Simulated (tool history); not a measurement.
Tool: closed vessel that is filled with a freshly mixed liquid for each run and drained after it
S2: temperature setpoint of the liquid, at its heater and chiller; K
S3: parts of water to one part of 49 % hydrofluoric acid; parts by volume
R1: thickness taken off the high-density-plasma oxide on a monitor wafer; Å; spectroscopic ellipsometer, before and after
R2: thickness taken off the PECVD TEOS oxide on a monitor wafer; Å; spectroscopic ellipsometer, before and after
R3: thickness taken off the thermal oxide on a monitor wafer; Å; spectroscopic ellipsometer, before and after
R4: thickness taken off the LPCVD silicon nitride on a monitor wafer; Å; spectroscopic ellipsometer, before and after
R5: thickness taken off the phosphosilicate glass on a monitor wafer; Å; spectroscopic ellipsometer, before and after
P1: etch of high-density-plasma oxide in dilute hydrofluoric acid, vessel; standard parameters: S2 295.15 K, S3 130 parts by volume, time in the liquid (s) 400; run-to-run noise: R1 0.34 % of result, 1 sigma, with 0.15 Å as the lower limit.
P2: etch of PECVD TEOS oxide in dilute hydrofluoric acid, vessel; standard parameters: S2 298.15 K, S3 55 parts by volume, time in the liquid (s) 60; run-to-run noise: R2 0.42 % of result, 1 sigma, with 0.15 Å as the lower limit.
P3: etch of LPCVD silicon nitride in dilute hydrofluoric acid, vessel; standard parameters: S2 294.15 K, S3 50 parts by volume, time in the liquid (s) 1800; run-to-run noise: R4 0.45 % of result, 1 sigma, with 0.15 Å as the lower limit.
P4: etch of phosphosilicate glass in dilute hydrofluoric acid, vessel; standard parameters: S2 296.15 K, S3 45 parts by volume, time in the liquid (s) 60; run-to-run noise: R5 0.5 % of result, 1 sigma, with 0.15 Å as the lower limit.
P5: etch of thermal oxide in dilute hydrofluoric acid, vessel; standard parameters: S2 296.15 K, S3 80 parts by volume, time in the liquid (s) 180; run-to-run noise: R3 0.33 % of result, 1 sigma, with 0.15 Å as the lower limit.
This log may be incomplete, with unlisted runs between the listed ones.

Run 1, hour 14.5: process that ran P1, S2 295.15 K, S3 130 parts by volume, time in the liquid (s) 400. Result: R1 140.2 Å.
Run 2, hour 27.3: process that ran P1, S2 295.15 K, S3 130 parts by volume, time in the liquid (s) 180. Result: R1 63.343 Å.
Run 3, hour 36: process that ran P2, S2 302.65 K, S3 55 parts by volume, time in the liquid (s) 60. Result: R2 277.41 Å.
Run 4, hour 43.8: process that ran P5, S2 296.15 K, S3 80 parts by volume, time in the liquid (s) 30. Result: R3 18.036 Å.
Run 5, hour 53.9: process that ran P2, S2 298.15 K, S3 105 parts by volume, time in the liquid (s) 60. Result: R2 114.33 Å.
Run 6, hour 68.1: process that ran P1, S2 302.15 K, S3 130 parts by volume, time in the liquid (s) 400. Result: R1 183.82 Å.
Run 7, hour 81.7: process that ran P1, S2 295.15 K, S3 130 parts by volume, time in the liquid (s) 400. Result: R1 140.36 Å.
Run 8, hour 96: process that ran P2, S2 298.15 K, S3 55 parts by volume, time in the liquid (s) 60. Result: R2 230.88 Å.
Run 9, hour 106.4: process that ran P3, S2 294.15 K, S3 50 parts by volume, time in the liquid (s) 1800. Result: R4 136.11 Å.
Run 10, hour 115.6: process that ran P1, S2 295.15 K, S3 40 parts by volume, time in the liquid (s) 400. Result: R1 510.82 Å.
Run 11, hour 132.6: process that ran P3, S2 294.15 K, S3 50 parts by volume, time in the liquid (s) 1800. Result: R4 135.4 Å.
Run 12, hour 142: process that ran P1, S2 295.15 K, S3 205 parts by volume, time in the liquid (s) 80. Result: R1 16.507 Å.
Run 13, hour 152.7: process that ran P1, S2 295.15 K, S3 130 parts by volume, time in the liquid (s) 400. Result: R1 140.75 Å.
Run 14, hour 163.7: process that ran P1, S2 295.15 K, S3 130 parts by volume, time in the liquid (s) 710. Result: R1 247.6 Å.
Run 15, hour 176.4: process that ran P3, S2 294.15 K, S3 50 parts by volume, time in the liquid (s) 305. Result: R4 23.136 Å.
Run 16, hour 186.4: process that ran P2, S2 298.15 K, S3 55 parts by volume, time in the liquid (s) 60. Result: R2 230.93 Å.
Run 17, hour 200.8: process that ran P4, S2 290.65 K, S3 45 parts by volume, time in the liquid (s) 60. Result: R5 1194.3 Å.
Run 18, hour 212.2: process that ran P4, S2 296.15 K, S3 45 parts by volume, time in the liquid (s) 30. Result: R5 759.33 Å.
Run 19, hour 220.3: process that ran P4, S2 296.15 K, S3 45 parts by volume, time in the liquid (s) 60. Result: R5 1509.8 Å.
At hour 231.4: hydrofluoric acid flow meter replaced.
Run 20, hour 234.6: process that ran P3, S2 302.15 K, S3 50 parts by volume, time in the liquid (s) 1800. Result: R4 232.16 Å.
Run 21, hour 242.4: process that ran P4, S2 296.15 K, S3 45 parts by volume, time in the liquid (s) 60. Result: R5 1502.6 Å.
Run 22, hour 258.9: process that ran P2, S2 298.15 K, S3 55 parts by volume, time in the liquid (s) 115. Result: R2 444.05 Å.
Run 23, hour 273.8: process that ran P5, S2 296.15 K, S3 80 parts by volume, time in the liquid (s) 180. Result: R3 106.49 Å.
Run 24, hour 284: process that ran P3, S2 294.15 K, S3 25 parts by volume, time in the liquid (s) 1800. Result: R4 264.74 Å.
Run 25, hour 293: process that ran P1, S2 290.15 K, S3 130 parts by volume, time in the liquid (s) 400. Result: R1 114.97 Å.
Run 26, hour 303.4: process that ran P1, S2 295.15 K, S3 230 parts by volume, time in the liquid (s) 400. Result: R1 70.991 Å.
Run 27, hour 317.6: process that ran P1, S2 295.15 K, S3 130 parts by volume, time in the liquid (s) 400. Result: R1 140.68 Å.
Run 28, hour 325.8: process that ran P5, S2 300.15 K, S3 80 parts by volume, time in the liquid (s) 180. Result: R3 123.77 Å.
Run 29, hour 340.7: process that ran P1, S2 295.15 K, S3 130 parts by volume, time in the liquid (s) 400. Result: R1 140.42 Å.
Run 30, hour 352: process that ran P1, S2 295.15 K, S3 130 parts by volume, time in the liquid (s) 400. Result: R1 139.69 Å.
Run 31, hour 366.8: process that ran P4, S2 296.15 K, S3 75 parts by volume, time in the liquid (s) 60. Result: R5 873.06 Å.
Run 32, hour 375.5: process that ran P5, S2 296.15 K, S3 80 parts by volume, time in the liquid (s) 180. Result: R3 106.36 Å.
Run 33, hour 389.6: process that ran P5, S2 296.15 K, S3 45 parts by volume, time in the liquid (s) 180. Result: R3 196.26 Å.
Run 34, hour 398.5: process that ran P1, S2 295.15 K, S3 130 parts by volume, time in the liquid (s) 400. Result: R1 141.38 Å.
Run 35, hour 407.6: process that ran P1, S2 295.15 K, S3 130 parts by volume, time in the liquid (s) 400. Result: R1 142.98 Å.
Run 36, hour 416.3: process that ran P1, S2 295.15 K, S3 130 parts by volume, time in the liquid (s) 400. Result: R1 144.88 Å.
Run 37, hour 432: process that ran P1, S2 295.15 K, S3 130 parts by volume, time in the liquid (s) 400. Result: R1 148.27 Å.
Run 38, hour 441.3: process that ran P1, S2 295.15 K, S3 130 parts by volume, time in the liquid (s) 400. Result: R1 149.1 Å.
Run 39, hour 452: process that ran P1, S2 295.15 K, S3 130 parts by volume, time in the liquid (s) 400. Result: R1 149.76 Å.
Run 40, hour 464.4: process that ran P1, S2 295.15 K, S3 130 parts by volume, time in the liquid (s) 400. Result: R1 150.87 Å.
Run 41, hour 480.4: process that ran P1, S2 295.15 K, S3 130 parts by volume, time in the liquid (s) 400. Result: R1 151.2 Å.
Run 42, hour 493.3: process that ran P1, S2 295.15 K, S3 130 parts by volume, time in the liquid (s) 400. Result: R1 151.78 Å.
Run 43, hour 504.3: process that ran P1, S2 295.15 K, S3 130 parts by volume, time in the liquid (s) 400. Result: R1 151.96 Å.
Run 44, hour 513.1: process that ran P1, S2 295.15 K, S3 130 parts by volume, time in the liquid (s) 400. Result: R1 151.94 Å.
Run 45, hour 527.9: process that ran P1, S2 295.15 K, S3 130 parts by volume, time in the liquid (s) 400. Result: R1 151.93 Å.

Something has made what P1 gives creep away from where it was; the 2 causes below, each at its own stated size, fit the log equally well:
A: hydrofluoric acid flow above the setpoint (%) = 7.17
B: liquid hotter than its thermometer reads (K) = 2.02
Creep in the process output first set in at about hour 398.5.

The check runs listed below each take one wafer, and their results are still question marks. Under which run would the listed causes lead to clearly different results?
Run check 1, hour 542.7: process that ran P3, S2 294.15 K, S3 50 parts by volume, time in the liquid (s) 720. Result: R4 ?.
Run check 2, hour 542.7: process that ran P4, S2 296.15 K, S3 55 parts by volume, time in the liquid (s) 30. Result: R5 ?.
Run check 3, hour 542.7: process that ran P2, S2 298.15 K, S3 90 parts by volume, time in the liquid (s) 60. Result: R2 ?.
Run check 4, hour 542.7: process that ran P5, S2 296.15 K, S3 45 parts by volume, time in the liquid (s) 35. Result: R3 ?.

What each check would give under each cause:
  check  result    if A    if B
check 1      R4  58.094  62.353
check 2      R5  657.08  662.88
check 3      R2  146.36  146.69
check 4      R3  41.236  41.663
Gap, in per cent, between the two causes that each check separates least, read from the result that separates them most: check 1 7.08 %; check 2 0.88 %; check 3 0.22 %; check 4 1.03 %
Only in check 1 would the causes give clearly different results; in the remaining checks their results would be nearly the same.

Check 1 was carried out, with these results: R4 62.195 Å. Which of the listed causes is responsible?

The cause is B: liquid hotter than its thermometer reads (K).
